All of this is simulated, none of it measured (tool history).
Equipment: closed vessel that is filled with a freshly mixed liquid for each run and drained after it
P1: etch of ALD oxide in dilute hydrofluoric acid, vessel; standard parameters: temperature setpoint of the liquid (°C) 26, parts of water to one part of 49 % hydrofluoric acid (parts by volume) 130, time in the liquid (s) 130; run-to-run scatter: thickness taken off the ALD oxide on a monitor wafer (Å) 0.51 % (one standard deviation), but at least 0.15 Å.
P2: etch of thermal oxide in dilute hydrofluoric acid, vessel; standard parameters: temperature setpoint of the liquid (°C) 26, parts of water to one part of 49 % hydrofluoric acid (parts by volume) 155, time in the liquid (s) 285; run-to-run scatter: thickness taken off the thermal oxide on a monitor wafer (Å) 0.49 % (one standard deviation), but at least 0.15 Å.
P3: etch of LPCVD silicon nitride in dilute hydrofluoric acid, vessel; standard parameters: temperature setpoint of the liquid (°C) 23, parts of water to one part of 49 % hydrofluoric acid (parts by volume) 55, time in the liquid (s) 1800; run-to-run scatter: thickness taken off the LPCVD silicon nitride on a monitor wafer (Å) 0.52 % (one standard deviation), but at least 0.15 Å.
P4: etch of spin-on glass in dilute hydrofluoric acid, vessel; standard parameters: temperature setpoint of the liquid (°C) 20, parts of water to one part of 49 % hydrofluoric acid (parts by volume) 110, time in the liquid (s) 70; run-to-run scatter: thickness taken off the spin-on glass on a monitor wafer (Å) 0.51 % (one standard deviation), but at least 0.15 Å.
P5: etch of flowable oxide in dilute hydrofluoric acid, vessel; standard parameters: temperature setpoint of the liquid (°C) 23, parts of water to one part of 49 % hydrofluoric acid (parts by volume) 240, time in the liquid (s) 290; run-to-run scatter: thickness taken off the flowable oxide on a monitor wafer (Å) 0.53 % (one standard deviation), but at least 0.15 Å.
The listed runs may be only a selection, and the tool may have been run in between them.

run	hour	process that ran	temperature setpoint of the liquid (°C)	parts of water to one part of 49 % hydrofluoric acid (parts by volume)	time in the liquid (s)	hours since the thermometer was replaced	hours since the hydrofluoric acid flow meter was replaced	thickness taken off the ALD oxide on a monitor wafer (Å)	thickness taken off the thermal oxide on a monitor wafer (Å)	thickness taken off the spin-on glass on a monitor wafer (Å)	thickness taken off the LPCVD silicon nitride on a monitor wafer (Å)	thickness taken off the flowable oxide on a monitor wafer (Å)
1	3.2	P1	26	130	130	764.7	822.5	233.68				
2	7.4	P2	26	35	285	768.9	826.7		437.41			
3	12.4	P4	20	110	70	773.9	831.7			229.89		
4	15.1	P1	29.5	130	200	776.6	834.4	411.25				
5	19.5	P1	26	55	200	781	838.8	942.54				
6	21.8	P4	20	25	70	783.3	841.1			1121.8		
7	27	P2	26	155	285	788.5	846.3		84.196			
8	31.2	P3	23	55	1800	792.7	850.5				158.74	
9	34.1	P1	26	130	130	795.6	853.4	235.34				
10	37.4	P5	23	240	290	798.9	856.7					529.35
11	42.1	P1	26	205	130	803.6	861.4	136.75				
12	47.3	P3	23	55	630	808.8	866.6				55.658	
# hour 47.4: thermometer replaced
13	49.8	P1	26	130	130	2.5	869.1	234.96				
14	54.1	P1	20	130	130	6.8	873.4	186.89				
15	56.5	P4	20	110	70	9.2	875.8			230.62		
16	59.1	P1	19	130	225	11.8	878.4	308.46				
17	63.4	P3	23	55	1800	16.1	882.7				157.05	
18	66.3	P5	23	240	115	19	885.6					210.94
19	69.2	P2	19	155	285	21.9	888.5		64.508			
20	74.2	P4	17	110	70	26.9	893.5			205.11		
21	78.4	P5	17	240	290	31.1	897.7					424.24
22	82.1	P3	23	100	1800	34.8	901.4				87.823	
23	86.4	P1	32.5	130	130	39.1	905.7	297.56				
24	89.4	P1	26	130	60	42.1	908.7	107.87				
25	91.8	P3	17.5	55	1800	44.5	911.1				108.48	
26	97	P2	26	155	155	49.7	916.3		45.788			
27	100.4	P1	26	130	200	53.1	919.7	361.28				
28	104.4	P1	26	45	130	57.1	923.7	754.08				
29	107.1	P1	26	130	130	59.8	926.4	235.03				
30	109.6	P4	20	110	30	62.3	928.9			99.775		
31	112.3	P1	26	130	130	65	931.6	234.65				
32	116.1	P5	23	240	290	68.8	935.4					529.52
33	119.1	P5	23	400	290	71.8	938.4					274.15
34	121.5	P1	26	130	130	74.2	940.8	233.4				
35	126.5	P1	26	130	130	79.2	945.8	239.13				
36	130.2	P1	26	130	130	82.9	949.5	244.39				
37	133.3	P1	26	130	130	86	952.6	241.43				
38	138.5	P1	26	130	130	91.2	957.8	247.74				
39	141.9	P1	26	130	130	94.6	961.2	246.59				
40	145.9	P1	26	130	130	98.6	965.2	250.63				
41	148.8	P1	26	130	130	101.5	968.1	249.2				
42	153.4	P1	26	130	130	106.1	972.7	246.95				
43	157.1	P1	26	130	130	109.8	976.4	248.54				
44	161.5	P1	26	130	130	114.2	980.8	248.21				

What P1 gives has crept away from where it was. These 2 causes fit the log equally well, each at the size given:
A: liquid hotter than its thermometer reads (K) = 1.6
B: hydrofluoric acid flow above the setpoint (%) = 5.33
The drift started at roughly hour 121.5.

Listed below are the offered check runs, one wafer per run, with question marks in place of results. For which of them would the causes give clearly different outcomes?
check 1	165.9	P4	20	110	70					?		
check 2	165.9	P2	26	155	285				?			
check 3	165.9	P3	23	55	1800						?	
check 4	165.9	P5	23	240	290							?

Check results expected under each cause:
check	result	if A	if B
check 1	thickness taken off the spin-on glass on a monitor wafer (Å)	246.59	244.95
check 2	thickness taken off the thermal oxide on a monitor wafer (Å)	89.689	89.873
check 3	thickness taken off the LPCVD silicon nitride on a monitor wafer (Å)	177.06	167.23
check 4	thickness taken off the flowable oxide on a monitor wafer (Å)	562.61	566.25
Distance between the nearest two causes, measured in the result of the check that separates them most: check 1 0.67 %; check 2 0.21 %; check 3 5.71 %; check 4 0.64 %
Only in check 3 would the causes give clearly different results; in the remaining checks their results would be nearly the same.

Check 3 has now been run. It gave: thickness taken off the LPCVD silicon nitride on a monitor wafer (Å) 168.06. Which of the candidate causes is it?

B is the cause: hydrofluoric acid flow above the setpoint (%).

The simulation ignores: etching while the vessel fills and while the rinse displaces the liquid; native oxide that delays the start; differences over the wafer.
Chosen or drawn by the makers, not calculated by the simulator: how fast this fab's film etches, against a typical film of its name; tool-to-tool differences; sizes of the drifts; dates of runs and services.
